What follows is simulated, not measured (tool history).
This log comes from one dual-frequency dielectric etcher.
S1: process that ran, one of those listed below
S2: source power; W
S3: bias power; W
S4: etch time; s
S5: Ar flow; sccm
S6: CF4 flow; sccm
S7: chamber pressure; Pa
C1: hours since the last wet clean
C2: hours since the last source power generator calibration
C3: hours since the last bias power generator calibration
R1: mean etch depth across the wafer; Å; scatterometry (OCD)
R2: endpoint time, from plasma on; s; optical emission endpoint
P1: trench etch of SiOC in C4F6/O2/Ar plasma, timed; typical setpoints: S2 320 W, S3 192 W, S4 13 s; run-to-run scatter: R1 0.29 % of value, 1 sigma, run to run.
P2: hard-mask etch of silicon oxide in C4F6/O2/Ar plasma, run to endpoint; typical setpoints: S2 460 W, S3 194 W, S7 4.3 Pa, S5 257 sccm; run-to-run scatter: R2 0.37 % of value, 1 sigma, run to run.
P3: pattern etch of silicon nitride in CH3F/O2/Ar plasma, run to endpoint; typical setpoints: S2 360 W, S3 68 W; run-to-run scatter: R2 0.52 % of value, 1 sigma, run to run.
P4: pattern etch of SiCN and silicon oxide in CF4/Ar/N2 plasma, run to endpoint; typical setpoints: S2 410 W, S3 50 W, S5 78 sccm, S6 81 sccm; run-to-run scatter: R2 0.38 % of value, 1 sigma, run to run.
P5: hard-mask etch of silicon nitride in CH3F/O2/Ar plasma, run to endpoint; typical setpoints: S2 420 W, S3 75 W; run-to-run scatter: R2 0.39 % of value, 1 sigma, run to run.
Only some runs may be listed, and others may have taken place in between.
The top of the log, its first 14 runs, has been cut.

Run 15, hour 194.5: S1 P1, S2 320 W, S3 192 W, S4 10 s; C1 533.8; C2 2250.8; C3 1138.6. Result: R1 192.98 Å.
Run 16, hour 202.6: S1 P1, S2 320 W, S3 192 W, S4 13 s; C1 541.9; C2 2258.9; C3 1146.7. Result: R1 251.16 Å.
Run 17, hour 220.1: S1 P5, S2 420 W, S3 101 W; C1 559.4; C2 2276.4; C3 1164.2. Result: R2 50.463 s.
Run 18, hour 237: S1 P1, S2 320 W, S3 192 W, S4 13 s; C1 576.3; C2 2293.3; C3 1181.1. Result: R1 250.67 Å.
Run 19, hour 248.3: S1 P5, S2 420 W, S3 75 W; C1 587.6; C2 2304.6; C3 1192.4. Result: R2 56.41 s.
Run 20, hour 266: S1 P1, S2 420 W, S3 192 W, S4 13 s; C1 605.3; C2 2322.3; C3 1210.1. Result: R1 279.71 Å.
Run 21, hour 282.1: S1 P4, S2 330 W, S3 50 W, S5 78 sccm, S6 81 sccm; C1 621.4; C2 2338.4; C3 1226.2. Result: R2 22.601 s.
Run 22, hour 293.7: S1 P4, S2 410 W, S3 50 W, S5 78 sccm, S6 113 sccm; C1 633; C2 2350; C3 1237.8. Result: R2 17.676 s.
Run 23, hour 309.4: S1 P4, S2 410 W, S3 50 W, S5 78 sccm, S6 81 sccm; C1 648.7; C2 2365.7; C3 1253.5. Result: R2 18.476 s.
Run 24, hour 319: S1 P4, S2 410 W, S3 50 W, S5 92 sccm, S6 81 sccm; C1 658.3; C2 2375.3; C3 1263.1. Result: R2 18.925 s.

The next listed run, before its measurement:
Run 25, hour 328.3: S1 P1, S2 320 W, S3 148 W, S4 13 s; C1 667.6; C2 2384.6; C3 1272.4. Result: R1 ?.

R1: 232.07 Å
